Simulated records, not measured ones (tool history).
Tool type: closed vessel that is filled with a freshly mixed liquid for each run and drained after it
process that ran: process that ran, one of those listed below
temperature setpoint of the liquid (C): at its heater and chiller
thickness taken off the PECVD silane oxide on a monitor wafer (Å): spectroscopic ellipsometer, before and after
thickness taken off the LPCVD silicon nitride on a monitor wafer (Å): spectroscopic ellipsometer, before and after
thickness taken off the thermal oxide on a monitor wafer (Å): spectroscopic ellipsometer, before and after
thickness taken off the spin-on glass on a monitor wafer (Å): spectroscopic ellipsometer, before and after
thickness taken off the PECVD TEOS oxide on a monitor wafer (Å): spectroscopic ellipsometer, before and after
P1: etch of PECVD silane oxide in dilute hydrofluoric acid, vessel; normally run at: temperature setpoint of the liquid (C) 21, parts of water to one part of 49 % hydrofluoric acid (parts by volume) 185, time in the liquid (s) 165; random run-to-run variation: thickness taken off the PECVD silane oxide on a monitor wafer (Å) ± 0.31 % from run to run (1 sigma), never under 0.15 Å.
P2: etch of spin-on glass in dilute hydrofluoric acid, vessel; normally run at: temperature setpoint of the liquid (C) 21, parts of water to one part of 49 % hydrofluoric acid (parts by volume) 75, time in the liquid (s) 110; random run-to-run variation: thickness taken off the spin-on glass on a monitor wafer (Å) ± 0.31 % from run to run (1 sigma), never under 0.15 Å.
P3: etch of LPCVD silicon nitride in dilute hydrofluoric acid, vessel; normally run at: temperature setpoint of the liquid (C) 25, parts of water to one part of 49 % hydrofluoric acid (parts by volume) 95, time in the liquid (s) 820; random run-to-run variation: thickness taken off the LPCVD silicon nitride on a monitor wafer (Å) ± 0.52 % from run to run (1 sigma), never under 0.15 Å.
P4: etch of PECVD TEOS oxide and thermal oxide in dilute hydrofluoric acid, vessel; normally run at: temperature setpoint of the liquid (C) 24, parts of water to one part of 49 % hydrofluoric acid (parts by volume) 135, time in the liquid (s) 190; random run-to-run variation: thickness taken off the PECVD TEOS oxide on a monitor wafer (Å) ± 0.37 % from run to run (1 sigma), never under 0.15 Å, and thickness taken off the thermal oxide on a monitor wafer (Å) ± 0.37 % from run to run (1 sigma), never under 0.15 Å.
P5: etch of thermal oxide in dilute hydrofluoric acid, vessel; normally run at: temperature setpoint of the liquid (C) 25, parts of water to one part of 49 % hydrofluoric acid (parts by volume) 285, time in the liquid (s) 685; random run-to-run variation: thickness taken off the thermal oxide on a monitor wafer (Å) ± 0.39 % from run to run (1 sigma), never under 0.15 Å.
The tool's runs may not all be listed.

| run | hour | process that ran | temperature setpoint of the liquid (C) | parts of water to one part of 49 % hydrofluoric acid (parts by volume) | time in the liquid (s) | thickness taken off the PECVD silane oxide on a monitor wafer (Å) | thickness taken off the LPCVD silicon nitride on a monitor wafer (Å) | thickness taken off the thermal oxide on a monitor wafer (Å) | thickness taken off the spin-on glass on a monitor wafer (Å) | thickness taken off the PECVD TEOS oxide on a monitor wafer (Å) |
|---|---|---|---|---|---|---|---|---|---|---|
| 1 | 10.3 | P1 | 21 | 185 | 165 | 127.21 |  |  |  |  |
| 2 | 22.8 | P1 | 21 | 185 | 285 | 220.04 |  |  |  |  |
| 3 | 41.4 | P1 | 21 | 185 | 165 | 126.45 |  |  |  |  |
| 4 | 50.2 | P3 | 25 | 150 | 820 |  | 29.043 |  |  |  |
| 5 | 64.7 | P5 | 25 | 85 | 685 |  |  | 395.57 |  |  |
| 6 | 78.8 | P1 | 21 | 65 | 165 | 413.48 |  |  |  |  |
| 7 | 92.6 | P2 | 21 | 75 | 110 |  |  |  | 390.19 |  |
| 8 | 102.4 | P1 | 21 | 185 | 165 | 126.56 |  |  |  |  |
| 9 | 117.5 | P2 | 21 | 125 | 110 |  |  |  | 219.99 |  |
| 10 | 134.9 | P1 | 21 | 185 | 165 | 127.05 |  |  |  |  |
| 11 | 152 | P1 | 21 | 185 | 165 | 127.21 |  |  |  |  |
| 12 | 165 | P1 | 21 | 310 | 260 | 105.75 |  |  |  |  |
| 13 | 178.5 | P1 | 26.5 | 185 | 165 | 156.14 |  |  |  |  |
| 14 | 192.7 | P2 | 21 | 75 | 215 |  |  |  | 765.64 |  |
| 15 | 205.2 | P4 | 24 | 135 | 30 |  |  | 9.5154 |  | 19.35 |
| 16 | 223.1 | P5 | 17 | 285 | 685 |  |  | 71.164 |  |  |
| 17 | 236.1 | P1 | 21 | 255 | 165 | 85.978 |  |  |  |  |
| 18 | 245.2 | P3 | 17.5 | 95 | 820 |  | 27.211 |  |  |  |
| 19 | 257.7 | P4 | 24 | 40 | 190 |  |  | 235.89 |  | 462.36 |
| 20 | 274 | P1 | 21 | 185 | 165 | 127.16 |  |  |  |  |
| 21 | 290.1 | P4 | 19 | 135 | 190 |  |  | 50.831 |  | 100.15 |
| 22 | 305.9 | P3 | 25 | 95 | 820 |  | 45.532 |  |  |  |
| 23 | 314.4 | P2 | 29 | 75 | 110 |  |  |  | 536.89 |  |
| 24 | 323.8 | P1 | 17 | 185 | 165 | 108.01 |  |  |  |  |
| 25 | 333.6 | P3 | 25 | 95 | 1345 |  | 74.667 |  |  |  |
| 26 | 348.7 | P5 | 25 | 285 | 685 |  |  | 95.307 |  |  |
| 27 | 359 | P1 | 21 | 185 | 165 | 127.09 |  |  |  |  |
| 28 | 374.5 | P1 | 21 | 185 | 65 | 50.202 |  |  |  |  |
| 29 | 384.2 | P1 | 21 | 255 | 240 | 124.86 |  |  |  |  |
| 30 | 399.9 | P2 | 21 | 75 | 110 |  |  |  | 391.81 |  |
| 31 | 412.4 | P5 | 25 | 285 | 1075 |  |  | 148.18 |  |  |
| 32 | 429.4 | P4 | 24 | 135 | 190 |  |  | 61.76 |  | 122.18 |
| 33 | 440.6 | P1 | 21 | 185 | 165 | 127.63 |  |  |  |  |
| 34 | 454.6 | P1 | 21 | 185 | 165 | 130.48 |  |  |  |  |
| 35 | 465.3 | P1 | 21 | 185 | 165 | 131.06 |  |  |  |  |
| 36 | 476.8 | P1 | 21 | 185 | 165 | 132.14 |  |  |  |  |
| 37 | 489.9 | P1 | 21 | 185 | 165 | 133.03 |  |  |  |  |
| 38 | 502.9 | P1 | 21 | 185 | 165 | 133.87 |  |  |  |  |
| 39 | 512.5 | P1 | 21 | 185 | 165 | 133.14 |  |  |  |  |
| 40 | 522 | P1 | 21 | 185 | 165 | 133.94 |  |  |  |  |
| 41 | 534.5 | P1 | 21 | 185 | 165 | 134.05 |  |  |  |  |
| 42 | 549.6 | P1 | 21 | 185 | 165 | 134.49 |  |  |  |  |
| 43 | 561 | P1 | 21 | 185 | 165 | 134.76 |  |  |  |  |

What P1 gives has crept off from where it sat before. The 2 causes that follow fit the log equally well, each at the size noted:
A: liquid hotter than its thermometer reads (K) = 1.48
B: hydrofluoric acid flow above the setpoint (%) = 4.87
Creep in the process output first set in at about hour 440.6.

4 check runs are offered, one wafer each, their results left as question marks. Which one tells the causes apart?
| check 1 | 572.4 | P2 | 21 | 110 | 185 |  |  |  | ? |  |
| check 2 | 572.4 | P4 | 20.5 | 135 | 190 |  |  | ? |  | ? |
| check 3 | 572.4 | P3 | 25 | 135 | 1345 |  | ? |  |  |  |
| check 4 | 572.4 | P5 | 25 | 105 | 685 |  |  | ? |  |  |

What every check run would give for each of its results, assuming each possible cause in turn:
| check | result | if A | if B |
|---|---|---|---|
| check 1 | thickness taken off the spin-on glass on a monitor wafer (Å) | 456.67 | 453.89 |
| check 2 | thickness taken off the thermal oxide on a monitor wafer (Å) | 57.158 | 56.906 |
| check 2 | thickness taken off the PECVD TEOS oxide on a monitor wafer (Å) | 112.55 | 112.06 |
| check 3 | thickness taken off the LPCVD silicon nitride on a monitor wafer (Å) | 57.792 | 55.114 |
| check 4 | thickness taken off the thermal oxide on a monitor wafer (Å) | 333.67 | 332.41 |
Separation of the two closest causes in each check, using whichever result separates them best: check 1 0.61 %; check 2 0.44 %; check 3 4.75 %; check 4 0.38 %
Of the check runs offered, only check 3 discriminates between the causes; the rest would read about the same regardless of which cause applies.

Check 3 was then run and gave: thickness taken off the LPCVD silicon nitride on a monitor wafer (Å) 54.871. Which cause is it?

It was cause B: hydrofluoric acid flow above the setpoint (%).

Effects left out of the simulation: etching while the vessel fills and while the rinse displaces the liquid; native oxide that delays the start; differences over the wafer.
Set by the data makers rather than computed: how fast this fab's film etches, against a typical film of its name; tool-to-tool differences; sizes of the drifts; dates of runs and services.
